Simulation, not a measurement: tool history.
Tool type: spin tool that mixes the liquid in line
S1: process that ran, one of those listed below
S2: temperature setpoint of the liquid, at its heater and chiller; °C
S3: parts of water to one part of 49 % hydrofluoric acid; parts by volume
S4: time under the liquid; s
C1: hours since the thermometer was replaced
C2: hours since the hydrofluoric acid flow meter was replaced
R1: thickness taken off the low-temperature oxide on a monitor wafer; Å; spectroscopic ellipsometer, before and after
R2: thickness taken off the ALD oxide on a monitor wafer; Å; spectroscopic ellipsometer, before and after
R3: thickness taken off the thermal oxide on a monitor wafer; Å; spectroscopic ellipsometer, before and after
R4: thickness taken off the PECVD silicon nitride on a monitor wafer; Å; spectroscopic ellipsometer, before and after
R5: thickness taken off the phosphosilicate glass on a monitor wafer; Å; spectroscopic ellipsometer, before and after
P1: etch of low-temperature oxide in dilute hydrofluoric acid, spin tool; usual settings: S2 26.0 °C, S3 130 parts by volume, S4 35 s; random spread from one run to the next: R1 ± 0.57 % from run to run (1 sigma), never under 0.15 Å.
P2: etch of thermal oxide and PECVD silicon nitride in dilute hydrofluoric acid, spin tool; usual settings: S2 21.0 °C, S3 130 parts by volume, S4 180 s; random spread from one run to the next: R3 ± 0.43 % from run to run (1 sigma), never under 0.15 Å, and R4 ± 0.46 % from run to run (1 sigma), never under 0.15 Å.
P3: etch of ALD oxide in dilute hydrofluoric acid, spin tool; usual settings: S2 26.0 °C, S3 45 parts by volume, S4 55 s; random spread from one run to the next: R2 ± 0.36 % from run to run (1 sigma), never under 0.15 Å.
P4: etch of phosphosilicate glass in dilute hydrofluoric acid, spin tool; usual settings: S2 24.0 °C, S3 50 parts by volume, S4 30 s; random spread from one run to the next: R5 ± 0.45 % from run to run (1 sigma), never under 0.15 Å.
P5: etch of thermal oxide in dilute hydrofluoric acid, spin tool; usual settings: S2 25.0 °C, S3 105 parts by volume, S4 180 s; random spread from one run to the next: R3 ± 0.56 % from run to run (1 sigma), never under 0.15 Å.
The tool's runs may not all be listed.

run,day,S1,S2,S3,S4,C1,C2,R1,R2,R3,R4,R5
1,0.292,P1,26.0,130,35,1545.4,1226.2,95.370,,,,
2,0.550,P1,26.0,130,35,1551.6,1232.4,94.710,,,,
3,0.775,P1,26.0,235,35,1557.0,1237.8,46.034,,,,
4,0.904,P3,34.0,45,55,1560.1,1240.9,,470.640,,,
5,1.192,P1,31.5,130,55,1567.0,1247.8,183.570,,,,
6,1.333,P1,26.0,70,35,1570.4,1251.2,190.400,,,,
7,1.542,P2,21.0,130,15,1575.4,1256.2,,,4.5224,3.8242,
8,1.808,P1,18.0,130,20,1581.8,1262.6,39.491,,,,
9,1.942,P5,25.0,105,180,1585.0,1265.8,,,87.0420,,
10,2.079,P4,24.0,50,30,1588.3,1269.1,,,,,978.02
11,2.350,P1,26.0,130,35,1594.8,1275.6,94.884,,,,
12,2.558,P5,25.0,165,180,1599.8,1280.6,,,50.4730,,
13,2.733,P1,26.0,130,15,1604.0,1284.8,40.855,,,,
14,2.996,P1,26.0,130,35,1610.3,1291.1,95.331,,,,
15,3.171,P3,26.0,45,15,1614.5,1295.3,,94.203,,,
16,3.408,P3,26.0,45,55,1620.2,1301.0,,344.660,,,
17,3.562,P2,21.0,220,180,1623.9,1304.7,,,29.5730,28.5370,
18,3.762,P1,26.0,130,55,1628.7,1309.5,148.570,,,,
19,4.038,P2,21.0,130,180,1635.3,1316.1,,,54.7010,47.4990,
20,4.179,P2,28.5,130,180,1638.7,1319.5,,,73.4530,77.1330,
21,4.471,P1,20.0,130,35,1645.7,1326.5,76.384,,,,
22,4.733,P5,30.5,105,180,1652.0,1332.8,,,105.6700,,
23,4.971,P3,26.0,45,55,1657.7,1338.5,,343.870,,,
24,5.246,P1,31.5,130,35,1664.3,1345.1,116.890,,,,
25,5.471,P1,26.0,130,35,1669.7,1350.5,94.904,,,,
26,5.688,P4,24.0,50,50,1674.9,1355.7,,,,,1623.90
27,5.950,P5,25.0,105,335,1681.2,1362.0,,,159.8300,,
28,6.154,P1,26.0,130,35,1686.1,1366.9,94.320,,,,
29,6.433,P1,26.0,180,50,1692.8,1373.6,92.721,,,,
30,6.679,P4,24.0,85,30,1698.7,1379.5,,,,,548.14
31,6.846,P4,18.0,50,30,1702.7,1383.5,,,,,750.85
32,7.112,P3,26.0,25,55,1709.1,1389.9,,639.720,,,
33,7.371,P1,26.0,130,35,1715.3,1396.1,94.647,,,,
34,7.533,P1,26.0,130,35,1719.2,1400.0,92.841,,,,
35,7.821,P1,26.0,130,35,1726.1,1406.9,91.402,,,,
36,7.992,P1,26.0,130,35,1730.2,1411.0,89.366,,,,
37,8.192,P1,26.0,130,35,1735.0,1415.8,89.379,,,,
38,8.342,P1,26.0,130,35,1738.6,1419.4,88.588,,,,
39,8.571,P1,26.0,130,35,1744.1,1424.9,88.723,,,,
40,8.704,P1,26.0,130,35,1747.3,1428.1,89.244,,,,
41,8.838,P1,26.0,130,35,1750.5,1431.3,88.723,,,,
42,9.033,P1,26.0,130,35,1755.2,1436.0,88.707,,,,
43,9.242,P1,26.0,130,35,1760.2,1441.0,89.252,,,,

Compared with where it was, what P1 gives has crept away. Each cause listed below fits the log as well as the rest, at the size given for it:
A: liquid colder than its thermometer reads (K) = 1.86
B: hydrofluoric acid flow below the setpoint (%) = 5.93
The gradual shift began around day 7.371.

Listed below are the offered check runs, one wafer per run, with question marks in place of results. For which of them would the causes give clearly different outcomes?
check 1,9.450,P2,27.5,130,65,,,,,?,?,
check 2,9.450,P5,25.0,160,315,,,,,?,,
check 3,9.450,P4,24.0,85,30,,,,,,,?
check 4,9.450,P3,34.0,45,20,,,,?,,,

Outcome of each check run for each possible cause:
check,result,if A,if B
check 1,R3,23.7760,23.7490
check 1,R4,23.2390,24.6060
check 2,R3,85.8940,85.7080
check 3,R5,506.64,510.33
check 4,R2,160.690,161.580
How far apart the two closest causes lie, in the result that separates them most: check 1 5.72 %; check 2 0.22 %; check 3 0.73 %; check 4 0.55 %
Only check 1 tells the causes apart: in the others they would give nearly the same result.

Check 1 has now been run. It gave: R3 23.7280 Å; R4 24.6230 Å. Which of the candidate causes is it?

It is B: hydrofluoric acid flow below the setpoint (%).
